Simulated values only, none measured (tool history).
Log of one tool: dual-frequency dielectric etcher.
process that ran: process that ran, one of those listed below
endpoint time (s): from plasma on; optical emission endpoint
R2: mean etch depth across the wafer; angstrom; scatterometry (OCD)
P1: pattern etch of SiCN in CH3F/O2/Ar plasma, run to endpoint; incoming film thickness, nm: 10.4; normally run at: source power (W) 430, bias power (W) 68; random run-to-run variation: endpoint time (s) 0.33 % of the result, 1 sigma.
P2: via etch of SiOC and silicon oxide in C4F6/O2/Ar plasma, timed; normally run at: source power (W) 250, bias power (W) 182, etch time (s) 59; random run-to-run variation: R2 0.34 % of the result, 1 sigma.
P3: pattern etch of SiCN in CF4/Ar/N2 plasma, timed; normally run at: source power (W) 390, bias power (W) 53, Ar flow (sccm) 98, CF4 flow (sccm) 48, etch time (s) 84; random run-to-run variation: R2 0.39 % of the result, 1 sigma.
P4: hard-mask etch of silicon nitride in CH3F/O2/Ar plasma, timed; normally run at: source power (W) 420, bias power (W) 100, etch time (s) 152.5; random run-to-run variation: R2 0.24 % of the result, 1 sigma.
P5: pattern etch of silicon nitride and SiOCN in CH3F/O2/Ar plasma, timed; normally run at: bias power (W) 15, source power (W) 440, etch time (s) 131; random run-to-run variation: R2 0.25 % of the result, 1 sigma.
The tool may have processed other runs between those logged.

Run 1, hour 5.7: process that ran P1, source power (W) 430, bias power (W) 68. Result: endpoint time (s) 27.473.
Run 2, hour 9.6: process that ran P4, source power (W) 420, bias power (W) 100, etch time (s) 92. Result: R2 755.33 angstrom.
Run 3, hour 13.4: process that ran P1, source power (W) 310, bias power (W) 68. Result: endpoint time (s) 31.175.
Run 4, hour 17.7: process that ran P1, source power (W) 280, bias power (W) 41. Result: endpoint time (s) 38.715.
Run 5, hour 21.6: process that ran P5, source power (W) 440, bias power (W) 15, etch time (s) 131. Result: R2 159.33 angstrom.
Run 6, hour 25.5: process that ran P1, source power (W) 430, bias power (W) 68. Result: endpoint time (s) 27.417.
Run 7, hour 30.2: process that ran P4, source power (W) 420, bias power (W) 100, etch time (s) 152.5. Result: R2 1256 angstrom.
Run 8, hour 34.8: process that ran P2, source power (W) 250, bias power (W) 182, etch time (s) 81. Result: R2 777.22 angstrom.
Run 9, hour 38.6: process that ran P2, source power (W) 250, bias power (W) 182, etch time (s) 59. Result: R2 564.47 angstrom.
At hour 40.8: bias power generator calibrated.
Run 10, hour 44.3: process that ran P1, source power (W) 430, bias power (W) 68. Result: endpoint time (s) 27.422.
Run 11, hour 47.2: process that ran P1, source power (W) 430, bias power (W) 90. Result: endpoint time (s) 24.959.
Run 12, hour 50.2: process that ran P3, source power (W) 390, bias power (W) 53, etch time (s) 84, Ar flow (sccm) 134, CF4 flow (sccm) 48. Result: R2 511.48 angstrom.
Run 13, hour 53.2: process that ran P1, source power (W) 430, bias power (W) 68. Result: endpoint time (s) 27.412.
Run 14, hour 55.7: process that ran P5, source power (W) 320, bias power (W) 15, etch time (s) 131. Result: R2 142.26 angstrom.
Run 15, hour 59.2: process that ran P1, source power (W) 430, bias power (W) 68. Result: endpoint time (s) 27.538.
Run 16, hour 62.2: process that ran P1, source power (W) 520, bias power (W) 55. Result: endpoint time (s) 27.601.
At hour 63: wet clean of the chamber.
Run 17, hour 64.7: process that ran P4, source power (W) 270, bias power (W) 100, etch time (s) 152.5. Result: R2 1067.4 angstrom.
Run 18, hour 69.2: process that ran P1, source power (W) 430, bias power (W) 68. Result: endpoint time (s) 27.519.
Run 19, hour 73.4: process that ran P1, source power (W) 540, bias power (W) 68. Result: endpoint time (s) 25.148.
Run 20, hour 78.8: process that ran P4, source power (W) 420, bias power (W) 65, etch time (s) 152.5. Result: R2 1075.6 angstrom.
Run 21, hour 82.1: process that ran P5, source power (W) 440, bias power (W) 15, etch time (s) 185.5. Result: R2 225.53 angstrom.
Run 22, hour 85.5: process that ran P2, source power (W) 160, bias power (W) 182, etch time (s) 59. Result: R2 473.42 angstrom.
Run 23, hour 88.2: process that ran P3, source power (W) 270, bias power (W) 53, etch time (s) 84, Ar flow (sccm) 98, CF4 flow (sccm) 48. Result: R2 392.23 angstrom.
Run 24, hour 93.6: process that ran P5, source power (W) 440, bias power (W) 15, etch time (s) 131. Result: R2 160.42 angstrom.
Run 25, hour 96.5: process that ran P3, source power (W) 390, bias power (W) 53, etch time (s) 84, Ar flow (sccm) 98, CF4 flow (sccm) 48. Result: R2 541.94 angstrom.
Run 26, hour 100.6: process that ran P3, source power (W) 390, bias power (W) 53, etch time (s) 84, Ar flow (sccm) 98, CF4 flow (sccm) 29. Result: R2 494.61 angstrom.
Run 27, hour 105.1: process that ran P2, source power (W) 250, bias power (W) 114, etch time (s) 59. Result: R2 486.34 angstrom.
Run 28, hour 108.4: process that ran P5, source power (W) 440, bias power (W) 19, etch time (s) 131. Result: R2 175.82 angstrom.
Run 29, hour 112.1: process that ran P1, source power (W) 430, bias power (W) 42. Result: endpoint time (s) 32.076.
Run 30, hour 115.1: process that ran P3, source power (W) 390, bias power (W) 73, etch time (s) 84, Ar flow (sccm) 98, CF4 flow (sccm) 48. Result: R2 612.44 angstrom.
Run 31, hour 118.8: process that ran P3, source power (W) 390, bias power (W) 53, etch time (s) 51.5, Ar flow (sccm) 98, CF4 flow (sccm) 48. Result: R2 332.23 angstrom.
Run 32, hour 124.6: process that ran P4, source power (W) 420, bias power (W) 100, etch time (s) 152.5. Result: R2 1257.2 angstrom.
Run 33, hour 128.6: process that ran P1, source power (W) 430, bias power (W) 68. Result: endpoint time (s) 27.439.
Run 34, hour 133.2: process that ran P1, source power (W) 430, bias power (W) 68. Result: endpoint time (s) 27.657.
Run 35, hour 137.9: process that ran P1, source power (W) 430, bias power (W) 68. Result: endpoint time (s) 27.905.
Run 36, hour 143.1: process that ran P1, source power (W) 430, bias power (W) 68. Result: endpoint time (s) 27.919.
Run 37, hour 145.9: process that ran P1, source power (W) 430, bias power (W) 68. Result: endpoint time (s) 27.874.
At hour 148.2: wet clean of the chamber.
Run 38, hour 150.8: process that ran P1, source power (W) 430, bias power (W) 68. Result: endpoint time (s) 27.987.
Run 39, hour 156.2: process that ran P1, source power (W) 430, bias power (W) 68. Result: endpoint time (s) 27.99.
Run 40, hour 161.6: process that ran P1, source power (W) 430, bias power (W) 68. Result: endpoint time (s) 27.996.

Compared with where it was, what P1 gives has crept away. Each cause listed below fits the log as well as the rest, at the size given for it:
A: source power that arrives under what is set, % = 4.3
B: bias power that arrives under what is set, % = 4.7
The gradual shift began around hour 128.6.
Each remaining cause and why it is not a fit:
chamber walls in a state that lowers the etch rate, %: serviced at hour 148.2, which brought nothing back

4 check runs are offered, each on 2 wafers whose results are averaged, their results left as question marks. Which one tells the causes apart?
Run check 1, hour 167: process that ran P4, source power (W) 320, bias power (W) 100, etch time (s) 99. Result: R2 ?.
Run check 2, hour 167: process that ran P2, source power (W) 180, bias power (W) 182, etch time (s) 73. Result: R2 ?.
Run check 3, hour 167: process that ran P3, source power (W) 390, bias power (W) 62, etch time (s) 64.5, Ar flow (sccm) 98, CF4 flow (sccm) 48. Result: R2 ?.
Run check 4, hour 167: process that ran P5, source power (W) 330, bias power (W) 15, etch time (s) 131. Result: R2 ?.

Check results expected under each cause:
  check  result    if A    if B
check 1      R2  722.81  721.66
check 2      R2  604.99  605.23
check 3      R2  423.42  432.47
check 4      R2  141.92  141.35
Per check, the gap between the least separated pair of causes, taken in the result that splits them most: check 1 0.16 %; check 2 0.04 %; check 3 2.12 %; check 4 0.4 %
Only in check 3 would the causes give clearly different results; in the remaining checks their results would be nearly the same.

Check 3 was then run and gave: R2 432.13 angstrom. Which cause is it?

It is B: bias power that arrives under what is set, %.
